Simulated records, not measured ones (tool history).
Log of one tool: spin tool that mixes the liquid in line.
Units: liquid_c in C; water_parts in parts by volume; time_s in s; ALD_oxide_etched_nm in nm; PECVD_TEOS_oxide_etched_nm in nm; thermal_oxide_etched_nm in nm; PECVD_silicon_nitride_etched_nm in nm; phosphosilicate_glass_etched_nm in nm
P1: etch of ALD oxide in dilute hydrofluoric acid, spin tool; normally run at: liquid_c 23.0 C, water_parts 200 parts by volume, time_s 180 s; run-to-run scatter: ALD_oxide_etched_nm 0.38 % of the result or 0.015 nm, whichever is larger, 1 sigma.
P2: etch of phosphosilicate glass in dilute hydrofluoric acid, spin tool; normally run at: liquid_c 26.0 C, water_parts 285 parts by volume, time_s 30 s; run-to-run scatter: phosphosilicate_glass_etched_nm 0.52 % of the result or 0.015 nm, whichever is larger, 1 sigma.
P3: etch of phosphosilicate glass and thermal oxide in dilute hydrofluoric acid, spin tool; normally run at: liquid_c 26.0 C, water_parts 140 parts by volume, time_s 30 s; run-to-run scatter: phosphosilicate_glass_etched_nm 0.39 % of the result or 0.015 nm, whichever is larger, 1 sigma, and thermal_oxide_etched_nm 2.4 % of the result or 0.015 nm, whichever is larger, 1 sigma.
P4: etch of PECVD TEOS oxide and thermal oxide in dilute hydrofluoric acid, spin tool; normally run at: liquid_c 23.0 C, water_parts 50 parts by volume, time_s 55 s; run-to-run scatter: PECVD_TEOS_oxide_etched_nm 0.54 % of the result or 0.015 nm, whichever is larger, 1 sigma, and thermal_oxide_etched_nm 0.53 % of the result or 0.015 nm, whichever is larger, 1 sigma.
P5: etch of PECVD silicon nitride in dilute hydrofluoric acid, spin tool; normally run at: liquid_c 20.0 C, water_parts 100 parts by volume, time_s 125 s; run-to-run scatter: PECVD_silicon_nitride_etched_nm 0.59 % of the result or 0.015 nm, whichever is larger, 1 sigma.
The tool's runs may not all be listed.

run   hour  process  liquid_c  water_parts  time_s  hours since the thermometer was replaced  hours since the hydrofluoric acid flow meter was replaced  ALD_oxide_etched_nm  PECVD_TEOS_oxide_etched_nm  thermal_oxide_etched_nm  PECVD_silicon_nitride_etched_nm  phosphosilicate_glass_etched_nm
  1   11.7       P1      23.0          200     180                                     899.5                                                      519.1              12.3100
  2   17.6       P1      17.0          200      65                                     905.4                                                      525.0               3.5130
  3   25.2       P1      23.0          315     180                                     913.0                                                      532.6               7.0379
  4   35.4       P4      23.0           50      55                                     923.2                                                      542.8                                          13.6420                  5.03520
  5   42.5       P5      20.0          100      15                                     930.3                                                      549.9                                                                                                     0.5640
  6   50.8       P5      20.0          170     125                                     938.6                                                      558.2                                                                                                     2.8778
  7   57.3       P1      23.0          200      15                                     945.1                                                      564.7               1.0211
  8   62.4       P3      26.0          140      30                                     950.2                                                      569.8                                                                   1.01860                                                           28.1860
  9   68.5       P3      26.0          140      15                                     956.3                                                      575.9                                                                   0.49616                                                           14.2590
 10   78.7       P1      27.5          200     180                                     966.5                                                      586.1              14.4350
 11   87.1       P1      23.0          200     180                                     974.9                                                      594.5              12.4280
 12   97.3       P2      30.5          285      30                                     985.1                                                      604.7                                                                                                                                     11.6030
 13  104.6       P1      19.5          200      55                                     992.4                                                      612.0               3.2738
 14  115.5       P4      18.0           50      55                                    1003.3                                                      622.9                                          10.9510                  4.10040
 15  124.2       P2      26.0          285      30                                    1012.0                                                      631.6                                                                                                                                     10.1740
 16  134.1       P2      26.0          285      15                                    1021.9                                                      641.5                                                                                                                                      5.0076
 17  144.1       P1      23.0          200     180                                    1031.9                                                      651.5              12.3380
 18  155.4       P1      19.0          200     180                                    1043.2                                                      662.8              10.5570
 19  161.5       P4      23.0           50      55                                    1049.3                                                      668.9                                          13.5920                  5.05640
 20  166.8       P5      20.0          100     125                                    1054.6                                                      674.2                                                                                                     4.7512
 21  175.9       P4      23.0           25      55                                    1063.7                                                      683.3                                          28.0250                 10.38700
 22  186.1       P3      21.5          140      30                                    1073.9                                                      693.5                                                                   0.86514                                                           23.8220
 23  192.1       P4      23.0           50      15                                    1079.9                                                      699.5                                           3.6962                  1.41940

Run 24 comes next. What will it give?
 24  202.5       P1      23.0          200     180                                    1090.3                                                      709.9                    ?

ALD_oxide_etched_nm: 12.3370 nm
